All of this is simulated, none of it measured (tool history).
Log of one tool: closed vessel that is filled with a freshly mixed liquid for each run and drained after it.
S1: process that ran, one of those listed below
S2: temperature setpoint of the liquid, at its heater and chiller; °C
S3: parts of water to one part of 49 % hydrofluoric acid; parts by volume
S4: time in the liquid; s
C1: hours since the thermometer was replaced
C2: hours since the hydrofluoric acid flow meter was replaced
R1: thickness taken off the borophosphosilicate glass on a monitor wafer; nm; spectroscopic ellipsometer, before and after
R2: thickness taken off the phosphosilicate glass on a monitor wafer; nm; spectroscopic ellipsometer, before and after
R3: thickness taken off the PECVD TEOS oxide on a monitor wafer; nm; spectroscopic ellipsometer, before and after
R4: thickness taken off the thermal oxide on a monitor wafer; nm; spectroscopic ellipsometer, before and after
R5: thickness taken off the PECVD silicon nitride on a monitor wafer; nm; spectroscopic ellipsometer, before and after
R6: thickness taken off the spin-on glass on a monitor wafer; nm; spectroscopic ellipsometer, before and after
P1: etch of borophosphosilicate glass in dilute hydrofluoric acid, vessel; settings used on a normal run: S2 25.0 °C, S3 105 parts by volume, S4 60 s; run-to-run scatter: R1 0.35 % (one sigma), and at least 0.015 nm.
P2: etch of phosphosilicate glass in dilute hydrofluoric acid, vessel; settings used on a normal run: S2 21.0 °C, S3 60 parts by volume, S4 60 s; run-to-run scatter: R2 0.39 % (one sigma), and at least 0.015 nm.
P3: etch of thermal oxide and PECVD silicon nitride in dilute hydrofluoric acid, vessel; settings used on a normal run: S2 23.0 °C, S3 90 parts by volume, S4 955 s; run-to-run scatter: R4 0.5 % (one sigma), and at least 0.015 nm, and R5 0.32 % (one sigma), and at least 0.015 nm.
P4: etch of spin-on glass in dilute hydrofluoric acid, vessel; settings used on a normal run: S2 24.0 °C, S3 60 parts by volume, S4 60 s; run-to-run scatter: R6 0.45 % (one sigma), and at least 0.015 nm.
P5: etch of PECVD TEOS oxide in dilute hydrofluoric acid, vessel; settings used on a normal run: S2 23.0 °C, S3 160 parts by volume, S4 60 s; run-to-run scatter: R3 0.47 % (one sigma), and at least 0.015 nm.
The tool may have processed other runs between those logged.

Run 1, hour 9.6: S1 P1, S2 25.0 °C, S3 105 parts by volume, S4 60 s; C1 964.2; C2 597.3. Result: R1 25.5460 nm.
Run 2, hour 15.9: S1 P2, S2 21.0 °C, S3 60 parts by volume, S4 30 s; C1 970.5; C2 603.6. Result: R2 82.106 nm.
Run 3, hour 24.9: S1 P1, S2 25.0 °C, S3 150 parts by volume, S4 30 s; C1 979.5; C2 612.6. Result: R1 8.4518 nm.
Run 4, hour 31.1: S1 P1, S2 25.0 °C, S3 105 parts by volume, S4 60 s; C1 985.7; C2 618.8. Result: R1 25.4320 nm.
Run 5, hour 40.4: S1 P5, S2 19.0 °C, S3 160 parts by volume, S4 60 s; C1 995.0; C2 628.1. Result: R3 3.6520 nm.
Run 6, hour 46.7: S1 P2, S2 28.0 °C, S3 60 parts by volume, S4 60 s; C1 1001.3; C2 634.4. Result: R2 218.530 nm.
Run 7, hour 58.6: S1 P1, S2 25.0 °C, S3 105 parts by volume, S4 60 s; C1 1013.2; C2 646.3. Result: R1 25.4200 nm.
Run 8, hour 70.6: S1 P1, S2 25.0 °C, S3 105 parts by volume, S4 60 s; C1 1025.2; C2 658.3. Result: R1 25.4370 nm.
Run 9, hour 84.3: S1 P5, S2 23.0 °C, S3 290 parts by volume, S4 60 s; C1 1038.9; C2 672.0. Result: R3 2.0748 nm.
Run 10, hour 94.0: S1 P1, S2 25.0 °C, S3 105 parts by volume, S4 90 s; C1 1048.6; C2 681.7. Result: R1 38.2660 nm.
Run 11, hour 102.9: S1 P2, S2 21.0 °C, S3 85 parts by volume, S4 60 s; C1 1057.5; C2 690.6. Result: R2 113.090 nm.
Run 12, hour 116.1: S1 P1, S2 17.0 °C, S3 105 parts by volume, S4 60 s; C1 1070.7; C2 703.8. Result: R1 18.4640 nm.
Run 13, hour 130.0: S1 P3, S2 27.5 °C, S3 90 parts by volume, S4 955 s; C1 1084.6; C2 717.7. Result: R4 57.288 nm, R5 73.423 nm.
At hour 134.4: hydrofluoric acid flow meter replaced.
Run 14, hour 136.7: S1 P4, S2 24.0 °C, S3 60 parts by volume, S4 60 s; C1 1091.3; C2 2.4. Result: R6 37.649 nm.
Run 15, hour 150.5: S1 P1, S2 25.0 °C, S3 60 parts by volume, S4 60 s; C1 1105.1; C2 16.2. Result: R1 47.2880 nm.
Run 16, hour 161.4: S1 P1, S2 31.0 °C, S3 105 parts by volume, S4 60 s; C1 1116.0; C2 27.1. Result: R1 32.1630 nm.
Run 17, hour 168.2: S1 P5, S2 23.0 °C, S3 160 parts by volume, S4 60 s; C1 1122.8; C2 33.9. Result: R3 4.2763 nm.
Run 18, hour 181.2: S1 P1, S2 17.5 °C, S3 105 parts by volume, S4 110 s; C1 1135.8; C2 46.9. Result: R1 34.3140 nm.
Run 19, hour 187.8: S1 P2, S2 21.0 °C, S3 60 parts by volume, S4 60 s; C1 1142.4; C2 53.5. Result: R2 165.060 nm.
Run 20, hour 194.1: S1 P1, S2 25.0 °C, S3 155 parts by volume, S4 60 s; C1 1148.7; C2 59.8. Result: R1 16.2470 nm.
Run 21, hour 205.6: S1 P4, S2 24.0 °C, S3 60 parts by volume, S4 30 s; C1 1160.2; C2 71.3. Result: R6 18.828 nm.
Run 22, hour 215.5: S1 P3, S2 23.0 °C, S3 165 parts by volume, S4 955 s; C1 1170.1; C2 81.2. Result: R4 23.789 nm, R5 30.075 nm.
Run 23, hour 224.7: S1 P4, S2 29.5 °C, S3 60 parts by volume, S4 60 s; C1 1179.3; C2 90.4. Result: R6 47.487 nm.
Run 24, hour 235.1: S1 P1, S2 25.0 °C, S3 160 parts by volume, S4 30 s; C1 1189.7; C2 100.8. Result: R1 7.8845 nm.
Run 25, hour 245.2: S1 P4, S2 24.0 °C, S3 30 parts by volume, S4 60 s; C1 1199.8; C2 110.9. Result: R6 78.631 nm.
Run 26, hour 253.2: S1 P1, S2 25.0 °C, S3 105 parts by volume, S4 60 s; C1 1207.8; C2 118.9. Result: R1 25.6120 nm.
Run 27, hour 260.9: S1 P5, S2 23.0 °C, S3 160 parts by volume, S4 105 s; C1 1215.5; C2 126.6. Result: R3 7.4544 nm.
Run 28, hour 272.2: S1 P5, S2 23.0 °C, S3 160 parts by volume, S4 60 s; C1 1226.8; C2 137.9. Result: R3 4.2680 nm.
Run 29, hour 279.0: S1 P3, S2 23.0 °C, S3 90 parts by volume, S4 955 s; C1 1233.6; C2 144.7. Result: R4 47.299 nm, R5 54.571 nm.
Run 30, hour 285.7: S1 P3, S2 23.0 °C, S3 90 parts by volume, S4 1620 s; C1 1240.3; C2 151.4. Result: R4 81.046 nm, R5 92.746 nm.
Run 31, hour 297.7: S1 P1, S2 25.0 °C, S3 105 parts by volume, S4 30 s; C1 1252.3; C2 163.4. Result: R1 12.8060 nm.
Run 32, hour 309.3: S1 P3, S2 23.0 °C, S3 90 parts by volume, S4 955 s; C1 1263.9; C2 175.0. Result: R4 47.458 nm, R5 54.592 nm.
Run 33, hour 319.3: S1 P1, S2 25.0 °C, S3 105 parts by volume, S4 60 s; C1 1273.9; C2 185.0. Result: R1 25.5750 nm.
Run 34, hour 329.5: S1 P1, S2 25.0 °C, S3 105 parts by volume, S4 60 s; C1 1284.1; C2 195.2. Result: R1 25.5520 nm.
Run 35, hour 339.2: S1 P1, S2 25.0 °C, S3 105 parts by volume, S4 60 s; C1 1293.8; C2 204.9. Result: R1 24.9490 nm.
Run 36, hour 346.7: S1 P1, S2 25.0 °C, S3 105 parts by volume, S4 60 s; C1 1301.3; C2 212.4. Result: R1 24.6380 nm.
Run 37, hour 358.4: S1 P1, S2 25.0 °C, S3 105 parts by volume, S4 60 s; C1 1313.0; C2 224.1. Result: R1 24.3910 nm.
Run 38, hour 369.2: S1 P1, S2 25.0 °C, S3 105 parts by volume, S4 60 s; C1 1323.8; C2 234.9. Result: R1 23.9370 nm.
Run 39, hour 376.0: S1 P1, S2 25.0 °C, S3 105 parts by volume, S4 60 s; C1 1330.6; C2 241.7. Result: R1 24.0340 nm.
Run 40, hour 388.5: S1 P1, S2 25.0 °C, S3 105 parts by volume, S4 60 s; C1 1343.1; C2 254.2. Result: R1 23.7650 nm.
Run 41, hour 401.8: S1 P1, S2 25.0 °C, S3 105 parts by volume, S4 60 s; C1 1356.4; C2 267.5. Result: R1 23.8010 nm.
Run 42, hour 413.2: S1 P1, S2 25.0 °C, S3 105 parts by volume, S4 60 s; C1 1367.8; C2 278.9. Result: R1 23.8290 nm.
Run 43, hour 422.7: S1 P1, S2 25.0 °C, S3 105 parts by volume, S4 60 s; C1 1377.3; C2 288.4. Result: R1 23.8930 nm.

What P1 gives has crept away from where it was. These 2 causes fit the log equally well, each at the size given:
A: liquid colder than its thermometer reads (K) = 1.85
B: hydrofluoric acid flow below the setpoint (%) = 6.2
Creep in the process output first set in at about hour 329.5.

Question marks stand in for the results of the 4 check runs listed below, each run on one wafer. Under which run would the listed causes show clearly different results?
Run check 1, hour 432.2: S1 P2, S2 21.0 °C, S3 60 parts by volume, S4 60 s. Result: R2 ?.
Run check 2, hour 432.2: S1 P3, S2 23.0 °C, S3 90 parts by volume, S4 955 s. Result: R4 ?, R5 ?.
Run check 3, hour 432.2: S1 P5, S2 23.0 °C, S3 160 parts by volume, S4 60 s. Result: R3 ?.
Run check 4, hour 432.2: S1 P4, S2 24.0 °C, S3 60 parts by volume, S4 60 s. Result: R6 ?.

Expected result of each check under each candidate cause:
  check  result     if A     if B
check 1      R2  152.520  153.920
check 2      R4   44.069   44.240
check 2      R5   48.289   51.346
check 3      R3   3.9732   3.9574
check 4      R6   35.126   35.368
Per-check spread between the two closest causes, in the result where they differ most: check 1 0.91 %; check 2 6.14 %; check 3 0.4 %; check 4 0.69 %
The causes can be told apart only by check 2. The other checks would give nearly the same results under each of them.

Check 2 was carried out, with these results: R4 44.332 nm; R5 51.631 nm. Which of the listed causes is responsible?

It was cause B: hydrofluoric acid flow below the setpoint (%).
